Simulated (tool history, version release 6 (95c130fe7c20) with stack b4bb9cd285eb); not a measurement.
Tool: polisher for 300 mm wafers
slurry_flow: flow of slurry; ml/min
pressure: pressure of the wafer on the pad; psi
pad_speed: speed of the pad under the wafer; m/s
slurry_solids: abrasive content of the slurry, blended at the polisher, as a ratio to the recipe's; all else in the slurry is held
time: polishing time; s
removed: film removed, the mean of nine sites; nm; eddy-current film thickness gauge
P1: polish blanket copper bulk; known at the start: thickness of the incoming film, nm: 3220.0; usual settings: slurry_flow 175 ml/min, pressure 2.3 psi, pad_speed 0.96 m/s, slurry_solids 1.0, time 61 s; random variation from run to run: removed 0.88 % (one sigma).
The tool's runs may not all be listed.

{"run": 1, "hour": 3.5, "slurry_flow": 175, "pressure": 2.3, "pad_speed": 0.96, "slurry_solids": 1.0, "time": 61, "removed": 372.33}
{"run": 2, "hour": 7.9, "slurry_flow": 175, "pressure": 3.6, "pad_speed": 0.96, "slurry_solids": 1.0, "time": 61, "removed": 583.54}
{"run": 3, "hour": 13.2, "slurry_flow": 175, "pressure": 2.3, "pad_speed": 0.96, "slurry_solids": 1.0, "time": 61, "removed": 371.02}
{"run": 4, "hour": 17.6, "slurry_flow": 175, "pressure": 2.3, "pad_speed": 0.96, "slurry_solids": 1.0, "time": 61, "removed": 362.45}
{"run": 5, "hour": 22.7, "slurry_flow": 175, "pressure": 2.3, "pad_speed": 0.96, "slurry_solids": 0.6, "time": 61, "removed": 333.54}
{"run": 6, "hour": 25.6, "slurry_flow": 175, "pressure": 2.3, "pad_speed": 1.24, "slurry_solids": 1.0, "time": 61, "removed": 470.36}
{"run": 7, "hour": 28.8, "slurry_flow": 175, "pressure": 1.6, "pad_speed": 0.58, "slurry_solids": 1.0, "time": 61, "removed": 154.34}
{"run": 8, "hour": 31.8, "slurry_flow": 175, "pressure": 2.3, "pad_speed": 0.96, "slurry_solids": 1.0, "time": 61, "removed": 366.17}
{"run": 9, "hour": 36.8, "slurry_flow": 175, "pressure": 2.3, "pad_speed": 0.96, "slurry_solids": 1.0, "time": 32, "removed": 194.78}
{"run": 10, "hour": 41.1, "slurry_flow": 175, "pressure": 2.3, "pad_speed": 0.96, "slurry_solids": 1.0, "time": 61, "removed": 370.09}
{"run": 11, "hour": 44.7, "slurry_flow": 175, "pressure": 2.3, "pad_speed": 0.96, "slurry_solids": 1.5, "time": 61, "removed": 396.46}
{"run": 12, "hour": 48.9, "slurry_flow": 175, "pressure": 2.3, "pad_speed": 0.44, "slurry_solids": 1.0, "time": 61, "removed": 166.94}
{"run": 13, "hour": 52.4, "slurry_flow": 105, "pressure": 2.3, "pad_speed": 0.96, "slurry_solids": 1.0, "time": 61, "removed": 331.19}
{"run": 14, "hour": 56.4, "slurry_flow": 235, "pressure": 2.3, "pad_speed": 0.96, "slurry_solids": 1.0, "time": 61, "removed": 373.08}
{"run": 15, "hour": 59.9, "slurry_flow": 175, "pressure": 1.0, "pad_speed": 0.96, "slurry_solids": 1.0, "time": 61, "removed": 160.96}
{"run": 16, "hour": 64.2, "slurry_flow": 175, "pressure": 2.3, "pad_speed": 0.96, "slurry_solids": 1.0, "time": 96, "removed": 579.57}
{"run": 17, "hour": 67.1, "slurry_flow": 175, "pressure": 2.3, "pad_speed": 0.96, "slurry_solids": 1.0, "time": 61, "removed": 364.74}
{"run": 18, "hour": 69.7, "slurry_flow": 175, "pressure": 2.3, "pad_speed": 0.96, "slurry_solids": 1.0, "time": 61, "removed": 357.45}
{"run": 19, "hour": 73.1, "slurry_flow": 175, "pressure": 2.3, "pad_speed": 0.96, "slurry_solids": 1.0, "time": 61, "removed": 348.16}
{"run": 20, "hour": 77.7, "slurry_flow": 175, "pressure": 2.3, "pad_speed": 0.96, "slurry_solids": 1.0, "time": 61, "removed": 348.4}
{"run": 21, "hour": 82.5, "slurry_flow": 175, "pressure": 2.3, "pad_speed": 0.96, "slurry_solids": 1.0, "time": 61, "removed": 341.89}
{"run": 22, "hour": 87.2, "slurry_flow": 175, "pressure": 2.3, "pad_speed": 0.96, "slurry_solids": 1.0, "time": 61, "removed": 338.41}
{"hour": 87.6, "done": "worn pad replaced by a new one"}
{"run": 23, "hour": 90.0, "slurry_flow": 175, "pressure": 2.3, "pad_speed": 0.96, "slurry_solids": 1.0, "time": 61, "removed": 337.97}
{"hour": 94.0, "done": "slurry blender recalibrated"}
{"run": 24, "hour": 94.3, "slurry_flow": 175, "pressure": 2.3, "pad_speed": 0.96, "slurry_solids": 1.0, "time": 61, "removed": 336.16}
{"run": 25, "hour": 97.3, "slurry_flow": 175, "pressure": 2.3, "pad_speed": 0.96, "slurry_solids": 1.0, "time": 61, "removed": 337.05}
{"run": 26, "hour": 101.8, "slurry_flow": 175, "pressure": 2.3, "pad_speed": 0.96, "slurry_solids": 1.0, "time": 61, "removed": 338.71}
{"run": 27, "hour": 104.6, "slurry_flow": 175, "pressure": 2.3, "pad_speed": 0.96, "slurry_solids": 1.0, "time": 61, "removed": 337.47}
{"run": 28, "hour": 107.7, "slurry_flow": 175, "pressure": 2.3, "pad_speed": 0.96, "slurry_solids": 1.0, "time": 61, "removed": 331.12}

What P1 gives has crept away from where it was. These 2 causes fit the log equally well, each at the size given:
A: head's pressure below its setpoint, % = 8.45
B: slurry flow missing at the pad, % = 37.5
The creep began at about hour 67.1.
Why every other cause is out:
removal rate lost through wear of the pad, %: serviced at hour 87.6, which brought nothing back
abrasive missing from the slurry, %: serviced at hour 94.0, which brought nothing back

4 check runs are offered, each on 2 wafers whose results are averaged, their results left as question marks. Which one tells the causes apart?
{"run": "check 1", "hour": 110.8, "slurry_flow": 175, "pressure": 1.2, "pad_speed": 1.16, "slurry_solids": 1.0, "time": 61, "removed": "?"}
{"run": "check 2", "hour": 110.8, "slurry_flow": 105, "pressure": 2.3, "pad_speed": 0.46, "slurry_solids": 1.0, "time": 61, "removed": "?"}
{"run": "check 3", "hour": 110.8, "slurry_flow": 175, "pressure": 3.4, "pad_speed": 0.96, "slurry_solids": 1.0, "time": 61, "removed": "?"}
{"run": "check 4", "hour": 110.8, "slurry_flow": 175, "pressure": 1.5, "pad_speed": 0.46, "slurry_solids": 1.0, "time": 61, "removed": "?"}

What each check would give under each cause:
check=check_1 result=removed if_A=211.35 if_B=211.36
check=check_2 result=removed if_A=145.67 if_B=138.49
check=check_3 result=removed if_A=495.58 if_B=495.60
check=check_4 result=removed if_A=104.76 if_B=104.77
How far apart the two closest causes lie, in the result that separates them most: check 1 0 %; check 2 5.05 %; check 3 0 %; check 4 0 %
Only check 2 tells the causes apart: in the others they would give nearly the same result.

Check 2 was then run and gave: removed 146.03 nm. Which cause is it?

It is A: head's pressure below its setpoint, %.
